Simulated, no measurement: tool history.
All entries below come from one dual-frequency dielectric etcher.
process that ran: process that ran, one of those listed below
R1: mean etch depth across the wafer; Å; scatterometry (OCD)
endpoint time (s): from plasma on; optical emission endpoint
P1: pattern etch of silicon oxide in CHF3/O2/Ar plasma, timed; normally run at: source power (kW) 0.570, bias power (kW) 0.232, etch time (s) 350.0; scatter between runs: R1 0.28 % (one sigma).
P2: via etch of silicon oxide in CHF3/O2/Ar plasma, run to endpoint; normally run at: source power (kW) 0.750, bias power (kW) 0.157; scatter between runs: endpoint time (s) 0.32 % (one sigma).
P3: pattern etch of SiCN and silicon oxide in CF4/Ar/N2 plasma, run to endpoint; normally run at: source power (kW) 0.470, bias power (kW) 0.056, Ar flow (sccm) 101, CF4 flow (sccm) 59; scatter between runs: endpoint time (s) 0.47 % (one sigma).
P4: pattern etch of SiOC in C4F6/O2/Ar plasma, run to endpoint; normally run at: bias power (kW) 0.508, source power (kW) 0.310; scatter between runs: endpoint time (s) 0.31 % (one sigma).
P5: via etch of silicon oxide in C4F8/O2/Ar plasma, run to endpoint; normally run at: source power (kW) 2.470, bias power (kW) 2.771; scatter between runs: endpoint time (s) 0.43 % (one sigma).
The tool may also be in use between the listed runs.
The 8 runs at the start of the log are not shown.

Run 9, day 2.238: process that ran P2, source power (kW) 0.750, bias power (kW) 0.157. Result: endpoint time (s) 400.370.
Run 10, day 2.475: process that ran P3, source power (kW) 0.470, bias power (kW) 0.056, Ar flow (sccm) 101, CF4 flow (sccm) 59. Result: endpoint time (s) 16.213.
Run 11, day 2.804: process that ran P1, source power (kW) 0.400, bias power (kW) 0.232, etch time (s) 350.0. Result: R1 6480.5 Å.
Run 12, day 3.146: process that ran P1, source power (kW) 0.570, bias power (kW) 0.232, etch time (s) 350.0. Result: R1 7375.0 Å.
Run 13, day 3.362: process that ran P1, source power (kW) 0.570, bias power (kW) 0.232, etch time (s) 350.0. Result: R1 7392.9 Å.
Run 14, day 3.575: process that ran P2, source power (kW) 0.500, bias power (kW) 0.157. Result: endpoint time (s) 471.070.
Run 15, day 3.771: process that ran P4, source power (kW) 0.310, bias power (kW) 0.508. Result: endpoint time (s) 15.383.
Run 16, day 3.946: process that ran P3, source power (kW) 0.470, bias power (kW) 0.045, Ar flow (sccm) 101, CF4 flow (sccm) 59. Result: endpoint time (s) 17.405.
Run 17, day 4.212: process that ran P1, source power (kW) 0.570, bias power (kW) 0.232, etch time (s) 350.0. Result: R1 7363.1 Å.
Run 18, day 4.367: process that ran P1, source power (kW) 0.430, bias power (kW) 0.232, etch time (s) 218.5. Result: R1 4145.6 Å.
Run 19, day 4.667: process that ran P2, source power (kW) 0.750, bias power (kW) 0.157. Result: endpoint time (s) 401.970.
Run 20, day 4.888: process that ran P1, source power (kW) 0.570, bias power (kW) 0.160, etch time (s) 350.0. Result: R1 6502.3 Å.
Run 21, day 5.162: process that ran P1, source power (kW) 0.570, bias power (kW) 0.232, etch time (s) 509.0. Result: R1 10711.0 Å.
Run 22, day 5.338: process that ran P5, source power (kW) 2.470, bias power (kW) 2.771. Result: endpoint time (s) 153.900.

The next listed run, before its measurement:
Run 23, day 5.542: process that ran P1, source power (kW) 0.570, bias power (kW) 0.232, etch time (s) 216.5. Result: R1 ?.

Run 23 yielded R1 4579.1 Å.
